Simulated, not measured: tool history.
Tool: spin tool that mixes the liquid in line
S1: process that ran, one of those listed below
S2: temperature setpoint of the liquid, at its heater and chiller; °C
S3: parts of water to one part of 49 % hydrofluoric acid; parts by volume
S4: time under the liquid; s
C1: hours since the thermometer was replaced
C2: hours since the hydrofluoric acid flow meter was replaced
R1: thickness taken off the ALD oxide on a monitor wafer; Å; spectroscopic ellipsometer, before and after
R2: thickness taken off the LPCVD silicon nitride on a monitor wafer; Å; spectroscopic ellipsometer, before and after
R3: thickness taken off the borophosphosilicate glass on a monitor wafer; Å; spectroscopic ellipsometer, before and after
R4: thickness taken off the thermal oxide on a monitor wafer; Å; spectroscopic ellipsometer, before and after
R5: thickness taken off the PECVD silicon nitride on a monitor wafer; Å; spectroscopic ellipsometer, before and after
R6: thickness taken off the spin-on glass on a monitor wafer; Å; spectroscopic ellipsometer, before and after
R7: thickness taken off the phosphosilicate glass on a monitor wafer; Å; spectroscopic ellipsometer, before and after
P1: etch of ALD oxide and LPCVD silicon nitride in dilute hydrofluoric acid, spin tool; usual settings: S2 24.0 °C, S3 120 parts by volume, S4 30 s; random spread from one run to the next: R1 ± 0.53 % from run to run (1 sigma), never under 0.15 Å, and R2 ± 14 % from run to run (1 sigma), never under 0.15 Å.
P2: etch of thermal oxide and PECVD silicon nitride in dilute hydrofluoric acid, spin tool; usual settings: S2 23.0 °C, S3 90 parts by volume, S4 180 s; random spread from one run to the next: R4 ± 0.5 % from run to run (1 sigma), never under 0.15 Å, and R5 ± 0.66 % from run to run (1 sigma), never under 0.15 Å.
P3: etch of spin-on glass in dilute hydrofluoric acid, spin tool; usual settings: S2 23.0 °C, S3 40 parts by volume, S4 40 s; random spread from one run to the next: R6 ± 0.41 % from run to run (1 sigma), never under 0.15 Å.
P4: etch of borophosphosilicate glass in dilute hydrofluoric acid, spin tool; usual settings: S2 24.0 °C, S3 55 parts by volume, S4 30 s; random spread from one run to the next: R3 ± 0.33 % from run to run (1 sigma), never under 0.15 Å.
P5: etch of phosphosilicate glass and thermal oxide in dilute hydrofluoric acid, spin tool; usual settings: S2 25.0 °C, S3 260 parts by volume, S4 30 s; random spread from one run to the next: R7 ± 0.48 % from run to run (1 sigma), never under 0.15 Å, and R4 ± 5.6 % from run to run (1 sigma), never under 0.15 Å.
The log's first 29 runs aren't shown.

run 30 day=13.579 | S1=P2 S2=17.0 S3=90 S4=180 | C1=1695.5 C2=245.7 | R4=76.7370 R5=20.392
run 31 day=13.938 | S1=P1 S2=24.0 S3=160 S4=55 | C1=1704.1 C2=254.3 | R1=88.407 R2=1.79960
run 32 day=14.475 | S1=P1 S2=24.0 S3=120 S4=30 | C1=1717.0 C2=267.2 | R1=67.688 R2=1.29260
run 33 day=14.942 | S1=P1 S2=24.0 S3=120 S4=30 | C1=1728.2 C2=278.4 | R1=65.366 R2=1.60340
run 34 day=15.275 | S1=P1 S2=24.0 S3=120 S4=30 | C1=1736.2 C2=286.4 | R1=64.443 R2=1.75590
run 35 day=15.571 | S1=P1 S2=24.0 S3=120 S4=30 | C1=1743.3 C2=293.5 | R1=64.333 R2=1.30320
run 36 day=15.925 | S1=P1 S2=24.0 S3=120 S4=30 | C1=1751.8 C2=302.0 | R1=63.865 R2=1.66160
run 37 day=16.300 | S1=P1 S2=24.0 S3=120 S4=30 | C1=1760.8 C2=311.0 | R1=64.312 R2=1.52920
run 38 day=16.588 | S1=P1 S2=24.0 S3=120 S4=30 | C1=1767.7 C2=317.9 | R1=63.345 R2=1.78920
run 39 day=17.042 | S1=P1 S2=24.0 S3=120 S4=30 | C1=1778.6 C2=328.8 | R1=63.781 R2=2.13870
run 40 day=17.562 | S1=P1 S2=24.0 S3=120 S4=30 | C1=1791.1 C2=341.3 | R1=63.580 R2=1.55660
run 41 day=17.933 | S1=P1 S2=24.0 S3=120 S4=30 | C1=1800.0 C2=350.2 | R1=62.927 R2=1.49110
run 42 day=18.488 | S1=P1 S2=24.0 S3=120 S4=30 | C1=1813.3 C2=363.5 | R1=63.733 R2=1.93980

What will run 43 give?
run 43 day=18.817 | S1=P1 S2=24.0 S3=120 S4=30 | C1=1821.2 C2=371.4 | R1=? R2=?

{"run 43": {"R1": 63.623, "R2": 1.5363}}

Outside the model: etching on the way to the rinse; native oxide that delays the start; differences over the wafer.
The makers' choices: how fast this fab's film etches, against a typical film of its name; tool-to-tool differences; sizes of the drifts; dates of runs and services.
